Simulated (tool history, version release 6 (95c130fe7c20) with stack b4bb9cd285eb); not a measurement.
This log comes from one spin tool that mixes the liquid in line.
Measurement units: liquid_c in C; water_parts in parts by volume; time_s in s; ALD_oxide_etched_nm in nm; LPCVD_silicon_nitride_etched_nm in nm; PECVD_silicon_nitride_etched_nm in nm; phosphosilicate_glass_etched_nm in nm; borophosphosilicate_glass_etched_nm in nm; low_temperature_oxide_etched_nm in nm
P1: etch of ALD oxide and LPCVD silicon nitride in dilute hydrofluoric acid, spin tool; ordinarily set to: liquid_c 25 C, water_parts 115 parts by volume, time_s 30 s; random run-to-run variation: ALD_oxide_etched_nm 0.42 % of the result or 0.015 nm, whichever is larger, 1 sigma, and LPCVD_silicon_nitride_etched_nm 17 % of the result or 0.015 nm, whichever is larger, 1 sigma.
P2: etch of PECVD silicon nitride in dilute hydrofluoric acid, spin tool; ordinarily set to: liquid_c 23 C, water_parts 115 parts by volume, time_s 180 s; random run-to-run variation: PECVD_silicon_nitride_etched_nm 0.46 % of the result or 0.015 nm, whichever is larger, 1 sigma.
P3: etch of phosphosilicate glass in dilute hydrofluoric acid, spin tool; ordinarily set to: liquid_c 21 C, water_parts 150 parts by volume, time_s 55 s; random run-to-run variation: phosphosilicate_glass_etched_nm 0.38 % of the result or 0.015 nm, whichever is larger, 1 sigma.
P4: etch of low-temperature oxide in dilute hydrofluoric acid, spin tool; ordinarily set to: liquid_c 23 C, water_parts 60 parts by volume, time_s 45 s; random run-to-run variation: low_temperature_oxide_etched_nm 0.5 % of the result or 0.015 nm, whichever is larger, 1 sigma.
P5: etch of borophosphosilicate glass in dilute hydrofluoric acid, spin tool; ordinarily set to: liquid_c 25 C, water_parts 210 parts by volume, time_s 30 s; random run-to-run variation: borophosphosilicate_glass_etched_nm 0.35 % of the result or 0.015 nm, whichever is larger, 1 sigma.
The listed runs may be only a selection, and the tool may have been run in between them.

run,hour,process,liquid_c,water_parts,time_s,hours since the thermometer was replaced,hours since the hydrofluoric acid flow meter was replaced,ALD_oxide_etched_nm,LPCVD_silicon_nitride_etched_nm,PECVD_silicon_nitride_etched_nm,phosphosilicate_glass_etched_nm,borophosphosilicate_glass_etched_nm,low_temperature_oxide_etched_nm
1,3.1,P1,25,115,30,622.8,175.7,8.4618,0.11732,,,,
2,5.6,P1,19,115,30,625.3,178.2,6.6162,0.03818,,,,
3,8.2,P2,23,115,40,627.9,180.8,,,1.3118,,,
4,11.4,P1,25,115,30,631.1,184,8.384,0.13384,,,,
5,13.5,P3,21,230,55,633.2,186.1,,,,20.849,,
6,16.5,P1,30,115,55,636.2,189.1,18.493,0.28345,,,,
7,18.5,P5,25,75,30,638.2,191.1,,,,,23.93,
8,20.9,P1,25,115,30,640.6,193.5,8.4043,0.11787,,,,
9,23.3,P4,23,60,45,643,195.9,,,,,,9.1864
10,26.6,P1,25,115,50,646.3,199.2,13.961,0.32092,,,,
11,28.8,P1,25,200,30,648.5,201.4,4.362,0.038764,,,,
12,31.6,P5,25,210,30,651.3,204.2,,,,,7.2917,
13,34.9,P2,23,115,180,654.6,207.5,,,5.876,,,
14,37.5,P2,23,45,180,657.2,210.1,,,14.585,,,
15,39.9,P5,17,210,30,659.6,212.5,,,,,5.3624,
16,43,P3,17,150,55,662.7,215.6,,,,29.392,,
17,46.5,P5,25,210,30,666.2,219.1,,,,,7.2927,
18,49.8,P3,21,150,15,669.5,222.4,,,,9.4199,,
19,53.9,P1,25,115,15,673.6,226.5,4.1977,0.069319,,,,
20,57.1,P1,31.5,115,30,676.8,229.7,10.717,0.2035,,,,
21,60.7,P3,21,150,55,680.4,233.3,,,,34.564,,
22,64.3,P3,21,150,55,684,236.9,,,,34.536,,
23,66.2,P5,25,210,45,685.9,238.8,,,,,10.958,
24,69.9,P4,29,60,45,689.6,242.5,,,,,,11.612
25,73.9,P4,23,60,45,693.6,246.5,,,,,,9.0911
26,76,P4,23,60,85,695.7,248.6,,,,,,17.253
27,79.2,P2,23,115,180,698.9,251.8,,,5.8065,,,
28,83.1,P1,25,20,30,702.8,255.7,54.809,0.74216,,,,
29,85.9,P2,31,115,180,705.6,258.5,,,9.7721,,,
30,89.2,P1,25,115,30,708.9,261.8,8.3611,0.1277,,,,
31,91.5,P4,23,30,45,711.2,264.1,,,,,,18.998
32,93.5,P1,25,115,30,713.2,266.1,8.3735,0.12897,,,,
33,97,P1,25,115,30,716.7,269.6,8.7728,0.10952,,,,
34,100.8,P1,25,115,30,720.5,273.4,8.9083,0.17154,,,,
35,102.9,P1,25,115,30,722.6,275.5,8.9601,0.12497,,,,
36,105.4,P1,25,115,30,725.1,278,9.014,0.13225,,,,
37,107.6,P1,25,115,30,727.3,280.2,9.1237,0.1048,,,,
38,109.5,P1,25,115,30,729.2,282.1,9.084,0.12756,,,,
39,112.4,P1,25,115,30,732.1,285,9.1196,0.15098,,,,
40,115.7,P1,25,115,30,735.4,288.3,9.1621,0.12371,,,,

P1 has crept away from where it was. The log is fitted equally well by each of these 2 causes, at the sizes shown:
A: hydrofluoric acid flow above the setpoint (%) = 7.92
B: liquid hotter than its thermometer reads (K) = 2.26
The creep began at about hour 93.5.

Question marks stand in for the results of the 4 check runs listed below, each run on one wafer. Under which run would the listed causes show clearly different results?
check 1,119,P3,17,150,15,,,,,,?,,
check 2,119,P5,18,210,30,,,,,,,?,
check 3,119,P2,27,115,60,,,,,?,,,
check 4,119,P4,28.5,60,45,,,,,,,,?

Outcome of each check run for each possible cause:
check,result,if A,if B
check 1,phosphosilicate_glass_etched_nm,8.7355,8.7761
check 2,borophosphosilicate_glass_etched_nm,6.1317,6.1132
check 3,PECVD_silicon_nitride_etched_nm,2.7221,2.9105
check 4,low_temperature_oxide_etched_nm,12.357,12.425
Per-check spread between the two closest causes, in the result where they differ most: check 1 0.46 %; check 2 0.3 %; check 3 6.69 %; check 4 0.55 %
Check 3 distinguishes between the causes, while the remaining checks would return nearly the same result for all of them.

After running check 3, the following was obtained: PECVD_silicon_nitride_etched_nm 2.9122 nm. Which cause does this point to?

The cause is B: liquid hotter than its thermometer reads (K).
